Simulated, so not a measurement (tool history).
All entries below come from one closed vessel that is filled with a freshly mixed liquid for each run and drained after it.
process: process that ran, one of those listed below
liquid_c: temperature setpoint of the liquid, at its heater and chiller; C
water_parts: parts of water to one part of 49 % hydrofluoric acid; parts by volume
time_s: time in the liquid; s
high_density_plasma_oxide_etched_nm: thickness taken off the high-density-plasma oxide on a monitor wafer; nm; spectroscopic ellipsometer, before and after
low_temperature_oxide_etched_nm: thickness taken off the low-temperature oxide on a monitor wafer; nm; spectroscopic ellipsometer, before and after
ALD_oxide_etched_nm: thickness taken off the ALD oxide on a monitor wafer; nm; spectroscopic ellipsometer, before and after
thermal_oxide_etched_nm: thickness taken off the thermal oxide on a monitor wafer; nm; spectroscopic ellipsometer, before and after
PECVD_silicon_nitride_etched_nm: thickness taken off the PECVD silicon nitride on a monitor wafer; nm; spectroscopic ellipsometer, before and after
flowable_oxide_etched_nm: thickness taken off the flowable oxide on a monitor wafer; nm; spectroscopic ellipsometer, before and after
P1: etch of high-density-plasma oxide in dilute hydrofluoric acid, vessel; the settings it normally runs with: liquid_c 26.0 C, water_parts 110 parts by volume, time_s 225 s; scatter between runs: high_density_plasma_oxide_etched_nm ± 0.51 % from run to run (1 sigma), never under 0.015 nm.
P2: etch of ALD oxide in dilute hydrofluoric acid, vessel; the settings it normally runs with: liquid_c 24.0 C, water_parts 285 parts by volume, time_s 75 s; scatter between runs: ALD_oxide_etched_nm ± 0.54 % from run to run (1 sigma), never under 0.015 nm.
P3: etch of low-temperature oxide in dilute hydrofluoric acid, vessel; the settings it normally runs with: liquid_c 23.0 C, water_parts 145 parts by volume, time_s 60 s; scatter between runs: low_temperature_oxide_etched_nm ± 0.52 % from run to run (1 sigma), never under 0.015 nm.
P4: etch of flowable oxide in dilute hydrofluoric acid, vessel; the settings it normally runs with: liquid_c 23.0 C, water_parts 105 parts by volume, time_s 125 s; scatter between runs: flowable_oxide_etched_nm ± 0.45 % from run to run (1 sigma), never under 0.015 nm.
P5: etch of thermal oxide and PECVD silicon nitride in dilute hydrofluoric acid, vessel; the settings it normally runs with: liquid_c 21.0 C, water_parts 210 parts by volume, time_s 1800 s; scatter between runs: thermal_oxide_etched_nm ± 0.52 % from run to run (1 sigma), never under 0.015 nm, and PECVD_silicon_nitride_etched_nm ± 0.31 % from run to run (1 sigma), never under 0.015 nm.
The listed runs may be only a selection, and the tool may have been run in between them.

run,hour,process,liquid_c,water_parts,time_s,hours since the thermometer was replaced,hours since the hydrofluoric acid flow meter was replaced,high_density_plasma_oxide_etched_nm,low_temperature_oxide_etched_nm,ALD_oxide_etched_nm,thermal_oxide_etched_nm,PECVD_silicon_nitride_etched_nm,flowable_oxide_etched_nm
1,17.8,P1,26.0,110,225,737.3,783.3,13.9210,,,,,
2,29.1,P3,23.0,95,60,748.6,794.6,,12.7550,,,,
3,47.0,P2,24.0,285,75,766.5,812.5,,,4.2062,,,
4,62.5,P1,34.0,160,225,782.0,828.0,11.8600,,,,,
5,78.0,P5,21.0,210,3570,797.5,843.5,,,,64.745,69.244,
6,90.1,P1,32.5,70,225,809.6,855.6,29.2420,,,,,
7,98.5,P3,23.0,145,60,818.0,864.0,,7.8874,,,,
8,113.2,P4,23.0,165,125,832.7,878.7,,,,,,22.5400
9,128.9,P4,23.0,105,30,848.4,894.4,,,,,,9.0663
10,141.4,P4,23.0,105,125,860.9,906.9,,,,,,37.7690
11,153.4,P3,17.0,145,60,872.9,918.9,,6.2009,,,,
12,162.1,P1,26.0,40,30,881.6,927.6,5.5325,,,,,
13,173.5,P3,23.0,145,30,893.0,939.0,,3.9551,,,,
14,190.0,P2,24.0,500,75,909.5,955.5,,,1.9530,,,
15,206.1,P3,23.0,145,60,925.6,971.6,,7.9166,,,,
16,216.4,P2,24.0,285,40,935.9,981.9,,,2.2446,,,
17,232.9,P1,26.0,110,355,952.4,998.4,22.0560,,,,,
18,247.4,P1,32.0,110,225,966.9,1012.9,17.2430,,,,,
19,258.8,P1,26.0,110,225,978.3,1024.3,13.7890,,,,,
20,276.4,P5,21.0,60,1800,995.9,1041.9,,,,134.930,119.060,
21,288.9,P2,18.0,285,75,1008.4,1054.4,,,3.3909,,,
22,304.6,P1,26.0,185,225,1024.1,1070.1,7.4872,,,,,
23,314.4,P4,18.5,105,125,1033.9,1079.9,,,,,,31.5010
24,329.7,P5,17.0,210,1800,1049.2,1095.2,,,,27.745,26.844,
25,340.8,P1,26.0,110,225,1060.3,1106.3,13.8430,,,,,
26,351.2,P1,26.0,110,225,1070.7,1116.7,13.8490,,,,,
27,363.7,P1,19.5,110,225,1083.2,1129.2,10.6610,,,,,
28,381.8,P5,21.0,210,1800,1101.3,1147.3,,,,32.585,34.769,
29,391.3,P1,26.0,65,225,1110.8,1156.8,24.9020,,,,,
30,401.4,P5,21.0,210,1800,1120.9,1166.9,,,,32.648,34.964,
31,414.7,P4,23.0,105,125,1134.2,1180.2,,,,,,37.7020
32,426.8,P2,24.0,285,75,1146.3,1192.3,,,4.1473,,,
33,440.1,P1,26.0,110,225,1159.6,1205.6,13.8510,,,,,
34,453.0,P1,26.0,110,115,1172.5,1218.5,7.0612,,,,,
35,470.8,P1,26.0,110,225,1190.3,1236.3,13.8160,,,,,
36,480.1,P1,26.0,110,225,1199.6,1245.6,13.4530,,,,,
37,491.1,P1,26.0,110,225,1210.6,1256.6,13.2630,,,,,
38,499.0,P1,26.0,110,225,1218.5,1264.5,13.1340,,,,,
39,508.4,P1,26.0,110,225,1227.9,1273.9,13.0570,,,,,
40,526.3,P1,26.0,110,225,1245.8,1291.8,12.8720,,,,,
41,534.9,P1,26.0,110,225,1254.4,1300.4,13.0020,,,,,
42,543.9,P1,26.0,110,225,1263.4,1309.4,12.9250,,,,,

The output of P1 has drifted from where it used to be. Each of the 2 causes below, taken at the size shown beside it, accounts for the log equally well:
A: liquid colder than its thermometer reads (K) = 1.6
B: hydrofluoric acid flow below the setpoint (%) = 5.29
The creep began at about hour 470.8.

The check runs listed below each take one wafer, and their results are still question marks. Under which run would the listed causes lead to clearly different results?
check 1,552.9,P4,23.0,105,125,,,,,,,,?
check 2,552.9,P3,23.0,145,60,,,,?,,,,
check 3,552.9,P2,24.0,285,75,,,,,?,,,
check 4,552.9,P5,21.0,210,1800,,,,,,?,?,

Check results expected under each cause:
check,result,if A,if B
check 1,flowable_oxide_etched_nm,35.3710,35.4760
check 2,low_temperature_oxide_etched_nm,7.4172,7.4103
check 3,ALD_oxide_etched_nm,3.9473,3.8951
check 4,thermal_oxide_etched_nm,30.760,30.617
check 4,PECVD_silicon_nitride_etched_nm,31.440,33.099
Separation of the two closest causes in each check, using whichever result separates them best: check 1 0.3 %; check 2 0.09 %; check 3 1.33 %; check 4 5.14 %
Check 4 tells the causes apart: in the others they would give nearly the same result.

Check 4 was carried out, with these results: thermal_oxide_etched_nm 30.880 nm; PECVD_silicon_nitride_etched_nm 31.300 nm. Which of the listed causes is responsible?

The cause is A: liquid colder than its thermometer reads (K).
